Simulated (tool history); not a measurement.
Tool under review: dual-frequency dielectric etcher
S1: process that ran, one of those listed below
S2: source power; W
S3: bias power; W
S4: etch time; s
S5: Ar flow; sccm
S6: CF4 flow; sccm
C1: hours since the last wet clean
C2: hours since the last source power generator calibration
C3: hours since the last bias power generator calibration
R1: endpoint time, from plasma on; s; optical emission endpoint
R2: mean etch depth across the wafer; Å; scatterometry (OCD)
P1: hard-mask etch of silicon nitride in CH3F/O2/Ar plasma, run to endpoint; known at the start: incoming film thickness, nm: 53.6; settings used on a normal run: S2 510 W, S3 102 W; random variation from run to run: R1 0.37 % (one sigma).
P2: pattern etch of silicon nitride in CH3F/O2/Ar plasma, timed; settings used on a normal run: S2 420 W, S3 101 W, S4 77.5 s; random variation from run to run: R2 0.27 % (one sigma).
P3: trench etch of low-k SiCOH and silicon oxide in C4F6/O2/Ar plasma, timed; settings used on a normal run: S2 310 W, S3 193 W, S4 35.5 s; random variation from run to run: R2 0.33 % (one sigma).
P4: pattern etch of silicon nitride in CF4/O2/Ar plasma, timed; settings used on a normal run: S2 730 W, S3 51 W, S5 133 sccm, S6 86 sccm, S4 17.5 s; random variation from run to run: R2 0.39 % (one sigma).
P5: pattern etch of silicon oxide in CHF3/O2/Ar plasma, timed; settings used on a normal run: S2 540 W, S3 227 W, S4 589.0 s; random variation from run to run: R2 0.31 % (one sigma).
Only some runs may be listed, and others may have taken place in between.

run	hour	S1	S2	S3	S4	S5	S6	C1	C2	C3	R1	R2
1	3.4	P1	510	102				126.9	1751.5	625.9	59.778	
2	7.2	P3	250	193	35.5			130.7	1755.3	629.7		964.51
3	10.7	P1	510	102				134.2	1758.8	633.2	59.900	
4	14.7	P5	540	227	589.0			138.2	1762.8	637.2		12100.00
5	18.8	P4	730	51	17.5	133	86	142.3	1766.9	641.3		441.36
6	21.4	P1	510	102				144.9	1769.5	643.9	59.546	
7	24.5	P1	400	102				148.0	1772.6	647.0	65.767	
8	29.6	P2	420	101	77.5			153.1	1777.7	652.1		617.39
9	33.4	P4	440	51	17.5	133	86	156.9	1781.5	655.9		284.49
10	38.8	P1	510	102				162.3	1786.9	661.3	59.651	
11	44.4	P4	730	51	17.5	90	86	167.9	1792.5	666.9		467.22
12	47.8	P5	540	270	589.0			171.3	1795.9	670.3		12827.00
13	51.1	P1	720	102				174.6	1799.2	673.6	52.292	
14	55.5	P5	540	227	424.0			179.0	1803.6	678.0		8652.90
15	58.7	P4	730	51	24.0	133	86	182.2	1806.8	681.2		604.53
16	64.1	P1	510	102				187.6	1812.2	686.6	59.683	
17	68.0	P1	510	125				191.5	1816.1	690.5	55.112	
18	73.0	P1	370	74				196.5	1821.1	695.5	75.409	
19	77.7	P1	350	77				201.2	1825.8	700.2	76.158	
20	82.1	P2	420	66	77.5			205.6	1830.2	704.6		529.34
21	85.9	P2	420	101	110.0			209.4	1834.0	708.4		874.77
22	91.1	P3	310	193	35.5			214.6	1839.2	713.6		1046.20
23	93.9	P2	580	101	77.5			217.4	1842.0	716.4		693.92
24	99.1	P5	750	227	589.0			222.6	1847.2	721.6		13640.00
25	101.7	P1	510	102				225.2	1849.8	724.2	59.724	
26	105.8	P4	730	51	17.5	133	111	229.3	1853.9	728.3		458.69
27	110.1	P1	510	77				233.6	1858.2	732.6	65.871	
28	114.6	P1	510	102				238.1	1862.7	737.1	59.243	
29	119.0	P3	310	193	45.5			242.5	1867.1	741.5		1335.70
30	122.7	P3	310	139	35.5			246.2	1870.8	745.2		940.94

Run 31 has not been measured yet. What should we expect?
31	126.1	P3	310	193	35.5			249.6	1874.2	748.6		?

{"run 31": {"R2": 1043.4}}
